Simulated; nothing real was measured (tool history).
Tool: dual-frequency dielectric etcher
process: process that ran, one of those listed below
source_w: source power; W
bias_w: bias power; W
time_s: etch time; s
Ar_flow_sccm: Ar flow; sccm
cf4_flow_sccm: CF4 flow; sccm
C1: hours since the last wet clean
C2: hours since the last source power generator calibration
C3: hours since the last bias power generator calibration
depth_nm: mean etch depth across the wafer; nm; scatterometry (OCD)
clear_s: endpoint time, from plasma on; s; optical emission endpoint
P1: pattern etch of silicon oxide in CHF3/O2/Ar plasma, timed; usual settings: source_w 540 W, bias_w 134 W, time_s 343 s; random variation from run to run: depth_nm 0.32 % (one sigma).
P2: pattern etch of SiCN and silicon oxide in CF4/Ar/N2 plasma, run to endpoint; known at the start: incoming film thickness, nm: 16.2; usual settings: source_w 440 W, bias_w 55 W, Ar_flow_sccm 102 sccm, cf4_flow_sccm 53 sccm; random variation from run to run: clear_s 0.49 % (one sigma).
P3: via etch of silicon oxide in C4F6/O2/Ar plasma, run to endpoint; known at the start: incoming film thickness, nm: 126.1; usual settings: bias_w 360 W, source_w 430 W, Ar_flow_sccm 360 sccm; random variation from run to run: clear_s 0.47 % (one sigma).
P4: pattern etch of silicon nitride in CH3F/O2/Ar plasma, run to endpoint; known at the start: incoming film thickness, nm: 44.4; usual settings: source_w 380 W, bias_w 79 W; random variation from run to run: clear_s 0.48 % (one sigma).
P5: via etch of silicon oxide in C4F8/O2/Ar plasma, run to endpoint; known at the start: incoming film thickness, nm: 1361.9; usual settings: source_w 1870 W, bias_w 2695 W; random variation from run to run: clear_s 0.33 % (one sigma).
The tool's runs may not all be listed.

{"run": 1, "hour": 4.8, "process": "P1", "source_w": 540, "bias_w": 134, "time_s": 343, "C1": 197.7, "C2": 542.1, "C3": 1054.9, "depth_nm": 596.69}
{"run": 2, "hour": 7.2, "process": "P2", "source_w": 440, "bias_w": 55, "Ar_flow_sccm": 70, "cf4_flow_sccm": 53, "C1": 200.1, "C2": 544.5, "C3": 1057.3, "clear_s": 20.731}
{"run": 3, "hour": 11.4, "process": "P5", "source_w": 1870, "bias_w": 2695, "C1": 204.3, "C2": 548.7, "C3": 1061.5, "clear_s": 241.99}
{"run": 4, "hour": 14.7, "process": "P3", "source_w": 250, "bias_w": 360, "Ar_flow_sccm": 360, "C1": 207.6, "C2": 552, "C3": 1064.8, "clear_s": 38.806}
{"run": 5, "hour": 18.8, "process": "P1", "source_w": 540, "bias_w": 134, "time_s": 242, "C1": 211.7, "C2": 556.1, "C3": 1068.9, "depth_nm": 418.48}
{"run": 6, "hour": 22.3, "process": "P3", "source_w": 430, "bias_w": 360, "Ar_flow_sccm": 486, "C1": 215.2, "C2": 559.6, "C3": 1072.4, "clear_s": 32.669}
{"run": 7, "hour": 25.8, "process": "P1", "source_w": 540, "bias_w": 83, "time_s": 343, "C1": 218.7, "C2": 563.1, "C3": 1075.9, "depth_nm": 518.47}
{"run": 8, "hour": 28.5, "process": "P1", "source_w": 680, "bias_w": 134, "time_s": 343, "C1": 221.4, "C2": 565.8, "C3": 1078.6, "depth_nm": 650.2}
{"run": 9, "hour": 32.4, "process": "P3", "source_w": 430, "bias_w": 360, "Ar_flow_sccm": 360, "C1": 225.3, "C2": 569.7, "C3": 1082.5, "clear_s": 31.684}
{"run": 10, "hour": 35.3, "process": "P4", "source_w": 380, "bias_w": 79, "C1": 228.2, "C2": 572.6, "C3": 1085.4, "clear_s": 63.52}
{"run": 11, "hour": 39.7, "process": "P1", "source_w": 320, "bias_w": 134, "time_s": 343, "C1": 232.6, "C2": 577, "C3": 1089.8, "depth_nm": 487.54}
{"run": 12, "hour": 43.9, "process": "P2", "source_w": 440, "bias_w": 55, "Ar_flow_sccm": 102, "cf4_flow_sccm": 43, "C1": 236.8, "C2": 581.2, "C3": 1094, "clear_s": 22.697}
{"run": 13, "hour": 48.1, "process": "P1", "source_w": 540, "bias_w": 176, "time_s": 343, "C1": 241, "C2": 585.4, "C3": 1098.2, "depth_nm": 650.21}
{"run": 14, "hour": 51.5, "process": "P1", "source_w": 540, "bias_w": 134, "time_s": 343, "C1": 244.4, "C2": 588.8, "C3": 1101.6, "depth_nm": 596.44}
{"run": 15, "hour": 54.0, "process": "P2", "source_w": 610, "bias_w": 55, "Ar_flow_sccm": 102, "cf4_flow_sccm": 53, "C1": 246.9, "C2": 591.3, "C3": 1104.1, "clear_s": 16.453}
{"run": 16, "hour": 57.9, "process": "P4", "source_w": 520, "bias_w": 79, "C1": 250.8, "C2": 595.2, "C3": 1108, "clear_s": 56.592}
{"run": 17, "hour": 62.3, "process": "P1", "source_w": 430, "bias_w": 185, "time_s": 343, "C1": 255.2, "C2": 599.6, "C3": 1112.4, "depth_nm": 607.19}
{"run": 18, "hour": 67.4, "process": "P5", "source_w": 1870, "bias_w": 3643, "C1": 260.3, "C2": 604.7, "C3": 1117.5, "clear_s": 219.33}
{"run": 19, "hour": 71.6, "process": "P4", "source_w": 380, "bias_w": 96, "C1": 264.5, "C2": 608.9, "C3": 1121.7, "clear_s": 59.55}
{"run": 20, "hour": 74.8, "process": "P2", "source_w": 440, "bias_w": 33, "Ar_flow_sccm": 102, "cf4_flow_sccm": 53, "C1": 267.7, "C2": 612.1, "C3": 1124.9, "clear_s": 25.8}
{"run": 21, "hour": 78.6, "process": "P3", "source_w": 430, "bias_w": 289, "Ar_flow_sccm": 360, "C1": 271.5, "C2": 615.9, "C3": 1128.7, "clear_s": 34.037}
{"run": 22, "hour": 82.2, "process": "P5", "source_w": 1090, "bias_w": 2695, "C1": 275.1, "C2": 619.5, "C3": 1132.3, "clear_s": 298.21}
{"run": 23, "hour": 87.0, "process": "P1", "source_w": 540, "bias_w": 134, "time_s": 481, "C1": 279.9, "C2": 624.3, "C3": 1137.1, "depth_nm": 830.11}
{"run": 24, "hour": 90.4, "process": "P1", "source_w": 540, "bias_w": 134, "time_s": 343, "C1": 283.3, "C2": 627.7, "C3": 1140.5, "depth_nm": 592.89}
{"run": 25, "hour": 94.9, "process": "P2", "source_w": 440, "bias_w": 55, "Ar_flow_sccm": 102, "cf4_flow_sccm": 53, "C1": 287.8, "C2": 632.2, "C3": 1145, "clear_s": 22.203}
{"hour": 96.9, "done": "bias power generator calibrated"}
{"run": 26, "hour": 97.5, "process": "P3", "source_w": 430, "bias_w": 360, "Ar_flow_sccm": 360, "C1": 290.4, "C2": 634.8, "C3": 0.7, "clear_s": 31.475}
{"run": 27, "hour": 100.2, "process": "P1", "source_w": 680, "bias_w": 170, "time_s": 343, "C1": 293.1, "C2": 637.5, "C3": 3.4, "depth_nm": 701.04}
{"run": 28, "hour": 104.5, "process": "P1", "source_w": 540, "bias_w": 134, "time_s": 343, "C1": 297.4, "C2": 641.8, "C3": 7.7, "depth_nm": 592.68}
{"run": 29, "hour": 109.4, "process": "P1", "source_w": 540, "bias_w": 134, "time_s": 343, "C1": 302.3, "C2": 646.7, "C3": 12.6, "depth_nm": 595.98}
{"run": 30, "hour": 114.7, "process": "P1", "source_w": 540, "bias_w": 134, "time_s": 343, "C1": 307.6, "C2": 652, "C3": 17.9, "depth_nm": 589.47}
{"run": 31, "hour": 119.5, "process": "P1", "source_w": 540, "bias_w": 134, "time_s": 343, "C1": 312.4, "C2": 656.8, "C3": 22.7, "depth_nm": 586.77}
{"run": 32, "hour": 124.2, "process": "P1", "source_w": 540, "bias_w": 134, "time_s": 343, "C1": 317.1, "C2": 661.5, "C3": 27.4, "depth_nm": 587.62}
{"hour": 126.0, "done": "wet clean of the chamber"}
{"run": 33, "hour": 127.5, "process": "P1", "source_w": 540, "bias_w": 134, "time_s": 343, "C1": 1.5, "C2": 664.8, "C3": 30.7, "depth_nm": 586.15}
{"run": 34, "hour": 130.3, "process": "P1", "source_w": 540, "bias_w": 134, "time_s": 343, "C1": 4.3, "C2": 667.6, "C3": 33.5, "depth_nm": 586.13}
{"run": 35, "hour": 133.5, "process": "P1", "source_w": 540, "bias_w": 134, "time_s": 343, "C1": 7.5, "C2": 670.8, "C3": 36.7, "depth_nm": 584.28}
{"run": 36, "hour": 135.9, "process": "P1", "source_w": 540, "bias_w": 134, "time_s": 343, "C1": 9.9, "C2": 673.2, "C3": 39.1, "depth_nm": 583.88}
{"run": 37, "hour": 141.1, "process": "P1", "source_w": 540, "bias_w": 134, "time_s": 343, "C1": 15.1, "C2": 678.4, "C3": 44.3, "depth_nm": 586.3}
{"run": 38, "hour": 146.5, "process": "P1", "source_w": 540, "bias_w": 134, "time_s": 343, "C1": 20.5, "C2": 683.8, "C3": 49.7, "depth_nm": 582.28}
{"run": 39, "hour": 150.2, "process": "P1", "source_w": 540, "bias_w": 134, "time_s": 343, "C1": 24.2, "C2": 687.5, "C3": 53.4, "depth_nm": 584.99}

What P1 gives has crept away from where it was. These 2 causes fit the log equally well, each at the size given:
A: bias power that arrives under what is set, % = 4.95
B: source power that arrives under what is set, % = 4.05
The creep began at about hour 109.4.
Why every other cause is out:
chamber walls in a state that lowers the etch rate, %: serviced at hour 126, which brought nothing back

4 check runs are offered, each on 3 wafers whose results are averaged, their results left as question marks. Which one tells the causes apart?
{"run": "check 1", "hour": 153.9, "process": "P5", "source_w": 1170, "bias_w": 2695, "clear_s": "?"}
{"run": "check 2", "hour": 153.9, "process": "P2", "source_w": 440, "bias_w": 47, "Ar_flow_sccm": 102, "cf4_flow_sccm": 53, "clear_s": "?"}
{"run": "check 3", "hour": 153.9, "process": "P3", "source_w": 280, "bias_w": 360, "Ar_flow_sccm": 471, "clear_s": "?"}
{"run": "check 4", "hour": 153.9, "process": "P4", "source_w": 480, "bias_w": 79, "clear_s": "?"}

What each check would give under each cause:
check=check_1 result=clear_s if_A=294.63 if_B=294.66
check=check_2 result=clear_s if_A=23.569 if_B=24.056
check=check_3 result=clear_s if_A=39 if_B=38.885
check=check_4 result=clear_s if_A=59.466 if_B=59.361
How far apart the two closest causes lie, in the result that separates them most: check 1 0.01 %; check 2 2.05 %; check 3 0.3 %; check 4 0.18 %
Only check 2 tells the causes apart: in the others they would give nearly the same result.

Then check 2 was run and gave: clear_s 24.094 s. Which cause is it?

It is B: source power that arrives under what is set, %.
